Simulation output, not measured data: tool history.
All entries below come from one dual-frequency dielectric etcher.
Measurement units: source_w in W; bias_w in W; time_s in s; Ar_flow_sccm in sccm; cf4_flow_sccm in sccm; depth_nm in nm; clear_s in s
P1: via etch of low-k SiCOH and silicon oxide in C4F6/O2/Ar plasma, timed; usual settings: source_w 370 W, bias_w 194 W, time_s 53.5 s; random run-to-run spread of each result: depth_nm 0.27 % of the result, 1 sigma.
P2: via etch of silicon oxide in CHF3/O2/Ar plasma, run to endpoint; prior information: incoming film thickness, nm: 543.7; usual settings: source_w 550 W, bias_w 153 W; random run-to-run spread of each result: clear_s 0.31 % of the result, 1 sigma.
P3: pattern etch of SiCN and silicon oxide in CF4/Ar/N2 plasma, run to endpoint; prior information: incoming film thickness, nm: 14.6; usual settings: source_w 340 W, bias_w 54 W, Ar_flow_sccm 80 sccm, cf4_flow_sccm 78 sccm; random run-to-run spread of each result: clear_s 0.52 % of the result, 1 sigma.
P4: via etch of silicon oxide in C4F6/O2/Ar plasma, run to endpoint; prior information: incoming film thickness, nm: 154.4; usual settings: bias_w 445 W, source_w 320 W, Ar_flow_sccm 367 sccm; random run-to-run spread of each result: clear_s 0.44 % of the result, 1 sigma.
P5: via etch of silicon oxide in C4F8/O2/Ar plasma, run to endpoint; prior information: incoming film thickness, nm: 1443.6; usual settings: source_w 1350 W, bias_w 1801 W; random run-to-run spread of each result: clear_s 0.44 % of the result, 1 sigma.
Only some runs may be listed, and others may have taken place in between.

run,hour,process,source_w,bias_w,time_s,Ar_flow_sccm,cf4_flow_sccm,hours since the last wet clean,hours since the last source power generator calibration,hours since the last bias power generator calibration,depth_nm,clear_s
1,15.3,P1,370,194,53.5,,,225.4,2130.5,674.5,126.300,
2,28.6,P1,370,194,53.5,,,238.7,2143.8,687.8,126.800,
3,38.4,P1,370,244,53.5,,,248.5,2153.6,697.6,136.630,
4,51.6,P3,340,54,,112,78,261.7,2166.8,710.8,,24.171
5,64.8,P5,870,1801,,,,274.9,2180.0,724.0,,418.160
6,80.7,P1,260,194,53.5,,,290.8,2195.9,739.9,110.740,
7,94.8,P1,370,194,53.5,,,304.9,2210.0,754.0,126.860,
8,104.9,P2,550,111,,,,315.0,2220.1,764.1,,330.370
9,113.2,P2,400,153,,,,323.3,2228.4,772.4,,338.500
10,120.8,P1,370,194,41.5,,,330.9,2236.0,780.0,98.737,
11,130.5,P1,480,194,53.5,,,340.6,2245.7,789.7,140.040,
12,138.7,P5,1350,1801,,,,348.8,2253.9,797.9,,348.810
13,146.8,P5,1350,1801,,,,356.9,2262.0,806.0,,350.660
14,159.7,P4,190,445,,367,,369.8,2274.9,818.9,,50.386
15,167.3,P4,320,445,,367,,377.4,2282.5,826.5,,41.706
16,183.6,P1,370,194,53.5,,,393.7,2298.8,842.8,127.220,
17,198.8,P5,1350,1403,,,,408.9,2314.0,858.0,,373.680
18,213.3,P1,480,238,53.5,,,423.4,2328.5,872.5,149.630,
19,223.5,P1,370,128,43.0,,,433.6,2338.7,882.7,89.851,
20,232.5,P3,450,54,,80,78,442.6,2347.7,891.7,,17.695
21,247.0,P1,370,194,53.5,,,457.1,2362.2,906.2,127.030,
22,258.6,P1,370,194,53.5,,,468.7,2373.8,917.8,127.140,
23,270.9,P1,370,194,53.5,,,481.0,2386.1,930.1,126.430,
24,278.6,P3,340,75,,80,78,488.7,2393.8,937.8,,20.590
25,292.9,P4,320,445,,367,,503.0,2408.1,952.1,,41.461
26,300.5,P2,550,153,,,,510.6,2415.7,959.7,,298.170
27,309.7,P1,370,156,53.5,,,519.8,2424.9,968.9,118.840,
28,320.0,P3,340,54,,80,78,530.1,2435.2,979.2,,22.934
29,333.8,P1,240,194,73.5,,,543.9,2449.0,993.0,147.690,
30,342.7,P2,550,153,,,,552.8,2457.9,1001.9,,300.070
31,357.3,P4,320,360,,367,,567.4,2472.5,1016.5,,44.575
32,369.9,P4,320,445,,233,,580.0,2485.1,1029.1,,39.662
33,385.4,P1,370,194,77.5,,,595.5,2500.6,1044.6,183.210,
34,398.5,P3,340,54,,80,60,608.6,2513.7,1057.7,,23.480
35,412.3,P3,340,54,,80,78,622.4,2527.5,1071.5,,22.789
36,424.3,P1,370,194,53.5,,,634.4,2539.5,1083.5,126.980,
37,437.1,P1,370,194,53.5,,,647.2,2552.3,1096.3,127.660,
38,447.3,P1,370,194,53.5,,,657.4,2562.5,1106.5,127.310,
39,462.2,P1,370,194,53.5,,,672.3,2577.4,1121.4,128.370,
40,478.0,P1,370,194,53.5,,,688.1,2593.2,1137.2,128.590,
# hour 485.7: wet clean of the chamber
41,490.6,P1,370,194,53.5,,,5.0,2605.8,1149.8,128.380,
42,498.0,P1,370,194,53.5,,,12.4,2613.2,1157.2,128.930,
43,506.2,P1,370,194,53.5,,,20.6,2621.4,1165.4,129.160,
44,521.7,P1,370,194,53.5,,,36.1,2636.9,1180.9,128.980,
45,532.7,P1,370,194,53.5,,,47.1,2647.9,1191.9,128.680,
46,542.8,P1,370,194,53.5,,,57.2,2658.0,1202.0,129.220,

What P1 gives has crept off from where it sat before. The 2 causes that follow fit the log equally well, each at the size noted:
A: bias power that arrives over what is set, % = 4.82
B: source power that arrives over what is set, % = 4.02
The onset of the drift is placed at about hour 424.3.
Every other cause this tool's parts could produce, and why it does not fit the log:
chamber walls in a state that raises the etch rate, %: work on it at hour 485.7, done after the drift set in, did not restore what the process gave before

4 check runs are offered, each on 5 wafers whose results are averaged, their results left as question marks. Which one tells the causes apart?
check 1,552.9,P5,1350,1801,,,,,,,,?
check 2,552.9,P3,340,54,,80,78,,,,,?
check 3,552.9,P4,320,445,,367,,,,,,?
check 4,552.9,P2,550,153,,,,,,,,?

Predicted outcomes, by check and by cause:
check,result,if A,if B
check 1,clear_s,345.420,344.700
check 2,clear_s,22.427,21.969
check 3,clear_s,40.839,40.961
check 4,clear_s,293.750,293.830
Gap, in per cent, between the two causes that each check separates least, read from the result that separates them most: check 1 0.21 %; check 2 2.06 %; check 3 0.3 %; check 4 0.03 %
Only check 2 tells the causes apart: in the others they would give nearly the same result.

After running check 2, the following was obtained: clear_s 22.452 s. Which cause does this point to?

It is A: bias power that arrives over what is set, %.
